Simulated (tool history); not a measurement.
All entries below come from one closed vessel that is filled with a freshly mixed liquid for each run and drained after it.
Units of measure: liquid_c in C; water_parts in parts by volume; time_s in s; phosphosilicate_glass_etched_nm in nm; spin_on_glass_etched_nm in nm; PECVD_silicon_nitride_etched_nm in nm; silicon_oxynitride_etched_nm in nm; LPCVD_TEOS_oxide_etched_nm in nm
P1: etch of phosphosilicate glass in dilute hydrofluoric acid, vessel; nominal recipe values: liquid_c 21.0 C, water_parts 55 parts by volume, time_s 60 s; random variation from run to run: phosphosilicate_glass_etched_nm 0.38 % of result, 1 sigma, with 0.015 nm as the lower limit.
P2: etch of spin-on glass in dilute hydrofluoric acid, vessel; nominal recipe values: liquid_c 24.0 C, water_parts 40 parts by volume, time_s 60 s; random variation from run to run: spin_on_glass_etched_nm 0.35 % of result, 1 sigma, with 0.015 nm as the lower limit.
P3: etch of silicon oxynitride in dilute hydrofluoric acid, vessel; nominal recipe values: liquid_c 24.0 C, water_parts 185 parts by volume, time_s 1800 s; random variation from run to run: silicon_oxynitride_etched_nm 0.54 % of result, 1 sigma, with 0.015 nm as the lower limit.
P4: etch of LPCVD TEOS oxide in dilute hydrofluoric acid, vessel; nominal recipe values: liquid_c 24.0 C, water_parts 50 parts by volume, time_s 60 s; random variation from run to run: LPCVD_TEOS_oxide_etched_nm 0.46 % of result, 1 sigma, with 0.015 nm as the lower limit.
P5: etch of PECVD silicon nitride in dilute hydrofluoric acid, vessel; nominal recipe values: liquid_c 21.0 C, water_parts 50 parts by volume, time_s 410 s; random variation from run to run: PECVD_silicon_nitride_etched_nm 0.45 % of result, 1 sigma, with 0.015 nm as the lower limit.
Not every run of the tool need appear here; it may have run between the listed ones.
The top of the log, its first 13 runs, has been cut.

run	hour	process	liquid_c	water_parts	time_s	hours since the thermometer was replaced	hours since the hydrofluoric acid flow meter was replaced	phosphosilicate_glass_etched_nm	spin_on_glass_etched_nm	PECVD_silicon_nitride_etched_nm	silicon_oxynitride_etched_nm	LPCVD_TEOS_oxide_etched_nm
14	138.2	P1	21.0	55	60	897.8	403.9	148.280				
15	149.9	P2	30.0	40	60	909.5	415.6		49.120			
16	158.1	P3	24.0	185	1800	917.7	423.8				19.7700	
17	165.5	P3	24.0	185	700	925.1	431.2				7.5924	
18	173.5	P2	24.0	40	60	933.1	439.2		38.299			
19	184.4	P1	21.0	35	95	944.0	450.1	378.180				
20	194.0	P5	21.0	50	410	953.6	459.7			23.440		
21	202.6	P4	24.0	50	60	962.2	468.3					74.465
22	209.4	P1	21.0	20	60	969.0	475.1	428.110				
23	218.3	P1	21.0	55	60	977.9	484.0	148.530				
24	229.3	P4	24.0	50	95	988.9	495.0					116.860
25	240.0	P2	24.0	20	60	999.6	505.7		78.286			
26	250.0	P1	17.0	55	60	1009.6	515.7	124.800				
27	260.1	P4	17.0	50	60	1019.7	525.8					55.237
28	269.8	P3	24.0	65	1800	1029.4	535.5				61.7710	
29	277.1	P5	28.5	50	410	1036.7	542.8			38.513		
30	282.6	P3	24.0	185	1800	1042.2	548.3				19.6300	
31	292.7	P1	28.5	55	60	1052.3	558.4	201.710				
32	303.4	P5	21.0	50	640	1063.0	569.1			36.339		
33	309.1	P4	24.0	30	60	1068.7	574.8					126.690

What will run 34 give?
34	315.5	P1	21.0	55	60	1075.1	581.2	?				

phosphosilicate_glass_etched_nm: 150.330 nm

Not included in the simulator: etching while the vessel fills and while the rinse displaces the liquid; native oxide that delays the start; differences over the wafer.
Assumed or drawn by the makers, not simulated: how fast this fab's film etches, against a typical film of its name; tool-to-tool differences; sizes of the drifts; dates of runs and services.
